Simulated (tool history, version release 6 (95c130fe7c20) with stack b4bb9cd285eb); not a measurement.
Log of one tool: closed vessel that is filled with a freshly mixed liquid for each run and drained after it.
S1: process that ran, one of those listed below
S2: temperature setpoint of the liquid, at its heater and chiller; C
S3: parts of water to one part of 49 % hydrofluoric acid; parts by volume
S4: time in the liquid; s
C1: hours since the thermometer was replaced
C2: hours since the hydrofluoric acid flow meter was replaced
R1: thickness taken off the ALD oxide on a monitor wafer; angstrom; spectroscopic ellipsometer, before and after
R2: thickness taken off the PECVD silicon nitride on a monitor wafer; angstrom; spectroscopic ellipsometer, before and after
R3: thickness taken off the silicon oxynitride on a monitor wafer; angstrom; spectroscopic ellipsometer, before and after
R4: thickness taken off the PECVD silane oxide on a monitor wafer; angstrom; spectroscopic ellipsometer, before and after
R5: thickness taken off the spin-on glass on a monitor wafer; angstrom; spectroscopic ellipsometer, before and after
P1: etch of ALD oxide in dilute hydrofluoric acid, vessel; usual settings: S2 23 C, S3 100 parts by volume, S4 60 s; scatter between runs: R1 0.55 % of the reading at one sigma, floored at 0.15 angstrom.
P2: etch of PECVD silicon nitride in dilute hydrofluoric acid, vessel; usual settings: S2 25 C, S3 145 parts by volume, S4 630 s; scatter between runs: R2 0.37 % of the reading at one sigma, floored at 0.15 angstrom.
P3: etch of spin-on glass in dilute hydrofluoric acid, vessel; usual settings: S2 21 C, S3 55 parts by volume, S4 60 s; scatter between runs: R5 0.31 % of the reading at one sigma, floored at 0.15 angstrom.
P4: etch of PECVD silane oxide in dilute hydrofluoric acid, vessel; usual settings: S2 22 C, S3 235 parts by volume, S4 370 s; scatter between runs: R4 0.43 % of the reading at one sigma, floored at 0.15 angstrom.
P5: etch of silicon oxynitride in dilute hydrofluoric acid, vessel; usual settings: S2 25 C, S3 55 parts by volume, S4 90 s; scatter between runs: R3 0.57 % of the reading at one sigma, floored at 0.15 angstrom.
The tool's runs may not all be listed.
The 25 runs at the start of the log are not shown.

| run | day | S1 | S2 | S3 | S4 | C1 | C2 | R1 | R2 | R3 | R4 | R5 |
|---|---|---|---|---|---|---|---|---|---|---|---|---|
| 26 | 8.288 | P1 | 23 | 100 | 60 | 150.8 | 330.3 | 189.59 |  |  |  |  |
| 27 | 8.638 | P1 | 23 | 100 | 60 | 159.2 | 338.7 | 191.37 |  |  |  |  |
| 28 | 9.05 | P4 | 22 | 235 | 370 | 169.1 | 348.6 |  |  |  | 374.84 |  |
| 29 | 9.421 | P1 | 23 | 100 | 60 | 178 | 357.5 | 191.86 |  |  |  |  |
| 30 | 9.8 | P2 | 25 | 145 | 630 | 187.1 | 366.6 |  | 247.7 |  |  |  |
| 31 | 10.238 | P3 | 27 | 55 | 60 | 197.6 | 377.1 |  |  |  |  | 430.6 |
| 32 | 10.512 | P1 | 23 | 100 | 60 | 204.2 | 383.7 | 191.46 |  |  |  |  |
| 33 | 10.771 | P1 | 23 | 100 | 60 | 210.4 | 389.9 | 187.55 |  |  |  |  |
| 34 | 10.996 | P1 | 23 | 100 | 60 | 215.8 | 395.3 | 183.44 |  |  |  |  |
| 35 | 11.288 | P1 | 23 | 100 | 60 | 222.8 | 402.3 | 183.26 |  |  |  |  |

For run 36, what comes out?
| 36 | 11.554 | P1 | 23 | 100 | 60 | 229.2 | 408.7 | ? |  |  |  |  |

For run 36 the tool returned R1 183.49 angstrom.
